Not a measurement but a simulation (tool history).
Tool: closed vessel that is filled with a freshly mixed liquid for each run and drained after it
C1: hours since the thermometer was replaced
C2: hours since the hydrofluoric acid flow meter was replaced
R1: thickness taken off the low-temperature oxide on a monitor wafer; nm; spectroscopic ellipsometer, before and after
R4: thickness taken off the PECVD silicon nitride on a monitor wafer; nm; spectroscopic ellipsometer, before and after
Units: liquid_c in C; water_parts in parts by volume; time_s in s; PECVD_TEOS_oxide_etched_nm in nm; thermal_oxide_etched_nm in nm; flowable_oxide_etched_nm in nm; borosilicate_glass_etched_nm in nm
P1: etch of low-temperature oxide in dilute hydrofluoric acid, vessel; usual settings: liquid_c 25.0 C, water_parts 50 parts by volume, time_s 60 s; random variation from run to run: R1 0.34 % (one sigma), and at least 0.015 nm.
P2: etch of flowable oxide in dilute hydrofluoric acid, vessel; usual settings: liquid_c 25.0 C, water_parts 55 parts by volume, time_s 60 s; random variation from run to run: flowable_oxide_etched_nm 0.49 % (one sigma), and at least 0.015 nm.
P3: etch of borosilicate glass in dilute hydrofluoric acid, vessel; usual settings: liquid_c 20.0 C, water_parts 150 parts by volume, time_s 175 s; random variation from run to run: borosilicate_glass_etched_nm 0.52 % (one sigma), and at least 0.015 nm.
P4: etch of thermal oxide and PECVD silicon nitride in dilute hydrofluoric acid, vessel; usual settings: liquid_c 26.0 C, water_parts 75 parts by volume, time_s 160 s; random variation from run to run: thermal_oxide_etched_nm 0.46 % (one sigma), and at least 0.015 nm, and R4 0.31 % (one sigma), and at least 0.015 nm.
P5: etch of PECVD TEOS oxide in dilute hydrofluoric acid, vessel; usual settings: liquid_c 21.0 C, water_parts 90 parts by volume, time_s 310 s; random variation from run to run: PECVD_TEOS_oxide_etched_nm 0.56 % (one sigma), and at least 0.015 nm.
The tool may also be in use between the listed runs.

{"run": 1, "hour": 4.9, "process": "P1", "liquid_c": 25.0, "water_parts": 50, "time_s": 60, "C1": 493.5, "C2": 231.6, "R1": 25.025}
{"run": 2, "hour": 9.2, "process": "P5", "liquid_c": 21.0, "water_parts": 125, "time_s": 310, "C1": 497.8, "C2": 235.9, "PECVD_TEOS_oxide_etched_nm": 19.74}
{"run": 3, "hour": 16.6, "process": "P4", "liquid_c": 26.0, "water_parts": 75, "time_s": 160, "C1": 505.2, "C2": 243.3, "thermal_oxide_etched_nm": 11.972, "R4": 8.5745}
{"run": 4, "hour": 23.2, "process": "P2", "liquid_c": 25.0, "water_parts": 95, "time_s": 60, "C1": 511.8, "C2": 249.9, "flowable_oxide_etched_nm": 32.221}
{"run": 5, "hour": 31.3, "process": "P2", "liquid_c": 25.0, "water_parts": 55, "time_s": 60, "C1": 519.9, "C2": 258.0, "flowable_oxide_etched_nm": 58.867}
{"run": 6, "hour": 36.5, "process": "P4", "liquid_c": 26.0, "water_parts": 35, "time_s": 160, "C1": 525.1, "C2": 263.2, "thermal_oxide_etched_nm": 27.147, "R4": 18.068}
{"run": 7, "hour": 40.2, "process": "P1", "liquid_c": 25.0, "water_parts": 50, "time_s": 60, "C1": 528.8, "C2": 266.9, "R1": 25.09}
{"run": 8, "hour": 46.0, "process": "P5", "liquid_c": 21.0, "water_parts": 90, "time_s": 310, "C1": 534.6, "C2": 272.7, "PECVD_TEOS_oxide_etched_nm": 28.482}
{"run": 9, "hour": 53.5, "process": "P2", "liquid_c": 25.0, "water_parts": 55, "time_s": 90, "C1": 542.1, "C2": 280.2, "flowable_oxide_etched_nm": 88.84}
{"run": 10, "hour": 57.6, "process": "P5", "liquid_c": 27.0, "water_parts": 90, "time_s": 310, "C1": 546.2, "C2": 284.3, "PECVD_TEOS_oxide_etched_nm": 36.105}
{"run": 11, "hour": 65.3, "process": "P1", "liquid_c": 25.0, "water_parts": 50, "time_s": 30, "C1": 553.9, "C2": 292.0, "R1": 12.56}
{"run": 12, "hour": 70.6, "process": "P1", "liquid_c": 25.0, "water_parts": 50, "time_s": 100, "C1": 559.2, "C2": 297.3, "R1": 41.773}
{"run": 13, "hour": 75.6, "process": "P3", "liquid_c": 20.0, "water_parts": 150, "time_s": 275, "C1": 564.2, "C2": 302.3, "borosilicate_glass_etched_nm": 82.738}
{"run": 14, "hour": 82.7, "process": "P1", "liquid_c": 25.0, "water_parts": 20, "time_s": 60, "C1": 571.3, "C2": 309.4, "R1": 65.496}
{"run": 15, "hour": 89.1, "process": "P1", "liquid_c": 25.0, "water_parts": 50, "time_s": 60, "C1": 577.7, "C2": 315.8, "R1": 25.061}
{"run": 16, "hour": 96.0, "process": "P1", "liquid_c": 20.5, "water_parts": 50, "time_s": 95, "C1": 584.6, "C2": 322.7, "R1": 33.028}
{"run": 17, "hour": 103.9, "process": "P1", "liquid_c": 17.0, "water_parts": 50, "time_s": 60, "C1": 592.5, "C2": 330.6, "R1": 17.854}
{"run": 18, "hour": 111.6, "process": "P2", "liquid_c": 25.0, "water_parts": 55, "time_s": 60, "C1": 600.2, "C2": 338.3, "flowable_oxide_etched_nm": 59.059}
{"run": 19, "hour": 117.0, "process": "P5", "liquid_c": 21.0, "water_parts": 90, "time_s": 155, "C1": 605.6, "C2": 343.7, "PECVD_TEOS_oxide_etched_nm": 14.298}
{"run": 20, "hour": 123.5, "process": "P1", "liquid_c": 31.0, "water_parts": 50, "time_s": 60, "C1": 612.1, "C2": 350.2, "R1": 31.869}
{"run": 21, "hour": 128.0, "process": "P3", "liquid_c": 20.0, "water_parts": 220, "time_s": 175, "C1": 616.6, "C2": 354.7, "borosilicate_glass_etched_nm": 33.038}
{"run": 22, "hour": 135.8, "process": "P5", "liquid_c": 21.0, "water_parts": 90, "time_s": 310, "C1": 624.4, "C2": 362.5, "PECVD_TEOS_oxide_etched_nm": 28.633}
{"run": 23, "hour": 140.2, "process": "P4", "liquid_c": 21.5, "water_parts": 75, "time_s": 160, "C1": 628.8, "C2": 366.9, "thermal_oxide_etched_nm": 10.004, "R4": 6.3357}
{"run": 24, "hour": 145.6, "process": "P2", "liquid_c": 17.5, "water_parts": 55, "time_s": 60, "C1": 634.2, "C2": 372.3, "flowable_oxide_etched_nm": 42.792}
{"run": 25, "hour": 150.9, "process": "P3", "liquid_c": 17.0, "water_parts": 150, "time_s": 175, "C1": 639.5, "C2": 377.6, "borosilicate_glass_etched_nm": 46.756}
{"run": 26, "hour": 158.4, "process": "P3", "liquid_c": 20.0, "water_parts": 150, "time_s": 175, "C1": 647.0, "C2": 385.1, "borosilicate_glass_etched_nm": 52.576}
{"run": 27, "hour": 163.4, "process": "P1", "liquid_c": 25.0, "water_parts": 50, "time_s": 60, "C1": 652.0, "C2": 390.1, "R1": 25.016}
{"run": 28, "hour": 168.1, "process": "P4", "liquid_c": 26.0, "water_parts": 75, "time_s": 160, "C1": 656.7, "C2": 394.8, "thermal_oxide_etched_nm": 11.972, "R4": 8.6509}
{"run": 29, "hour": 174.8, "process": "P1", "liquid_c": 25.0, "water_parts": 70, "time_s": 60, "C1": 663.4, "C2": 401.5, "R1": 17.468}
{"run": 30, "hour": 179.8, "process": "P4", "liquid_c": 26.0, "water_parts": 75, "time_s": 90, "C1": 668.4, "C2": 406.5, "thermal_oxide_etched_nm": 6.758, "R4": 4.8036}
{"run": 31, "hour": 188.1, "process": "P1", "liquid_c": 25.0, "water_parts": 50, "time_s": 60, "C1": 676.7, "C2": 414.8, "R1": 25.137}
{"run": 32, "hour": 195.3, "process": "P1", "liquid_c": 25.0, "water_parts": 50, "time_s": 60, "C1": 683.9, "C2": 422.0, "R1": 26.112}
{"run": 33, "hour": 203.2, "process": "P1", "liquid_c": 25.0, "water_parts": 50, "time_s": 60, "C1": 691.8, "C2": 429.9, "R1": 26.523}
{"run": 34, "hour": 206.8, "process": "P1", "liquid_c": 25.0, "water_parts": 50, "time_s": 60, "C1": 695.4, "C2": 433.5, "R1": 26.843}
{"run": 35, "hour": 211.4, "process": "P1", "liquid_c": 25.0, "water_parts": 50, "time_s": 60, "C1": 700.0, "C2": 438.1, "R1": 26.825}
{"run": 36, "hour": 215.5, "process": "P1", "liquid_c": 25.0, "water_parts": 50, "time_s": 60, "C1": 704.1, "C2": 442.2, "R1": 26.896}
{"run": 37, "hour": 223.7, "process": "P1", "liquid_c": 25.0, "water_parts": 50, "time_s": 60, "C1": 712.3, "C2": 450.4, "R1": 27.047}
{"run": 38, "hour": 231.6, "process": "P1", "liquid_c": 25.0, "water_parts": 50, "time_s": 60, "C1": 720.2, "C2": 458.3, "R1": 27.245}
{"run": 39, "hour": 236.8, "process": "P1", "liquid_c": 25.0, "water_parts": 50, "time_s": 60, "C1": 725.4, "C2": 463.5, "R1": 27.31}

What P1 gives has crept away from where it was. These 2 causes fit the log equally well, each at the size given:
A: liquid hotter than its thermometer reads (K) = 1.98
B: hydrofluoric acid flow above the setpoint (%) = 7.77
The creep began at about hour 188.1.

4 check runs are offered, one wafer each, their results left as question marks. Which one tells the causes apart?
{"run": "check 1", "hour": 242.0, "process": "P5", "liquid_c": 21.0, "water_parts": 90, "time_s": 310, "PECVD_TEOS_oxide_etched_nm": "?"}
{"run": "check 2", "hour": 242.0, "process": "P2", "liquid_c": 25.0, "water_parts": 55, "time_s": 60, "flowable_oxide_etched_nm": "?"}
{"run": "check 3", "hour": 242.0, "process": "P4", "liquid_c": 26.0, "water_parts": 75, "time_s": 160, "thermal_oxide_etched_nm": "?", "R4": "?"}
{"run": "check 4", "hour": 242.0, "process": "P3", "liquid_c": 20.0, "water_parts": 150, "time_s": 175, "borosilicate_glass_etched_nm": "?"}

What each check would give under each cause:
check=check_1 result=PECVD_TEOS_oxide_etched_nm if_A=30.911 if_B=30.973
check=check_2 result=flowable_oxide_etched_nm if_A=63.656 if_B=63.683
check=check_3 result=thermal_oxide_etched_nm if_A=12.942 if_B=12.997
check=check_3 result=R4 if_A=9.7620 if_B=9.2405
check=check_4 result=borosilicate_glass_etched_nm if_A=57.039 if_B=57.503
How far apart the two closest causes lie, in the result that separates them most: check 1 0.2 %; check 2 0.04 %; check 3 5.49 %; check 4 0.81 %
Only check 3 tells the causes apart: in the others they would give nearly the same result.

Check 3 was then run and gave: thermal_oxide_etched_nm 12.937 nm; R4 9.7489 nm. Which cause is it?

It is A: liquid hotter than its thermometer reads (K).
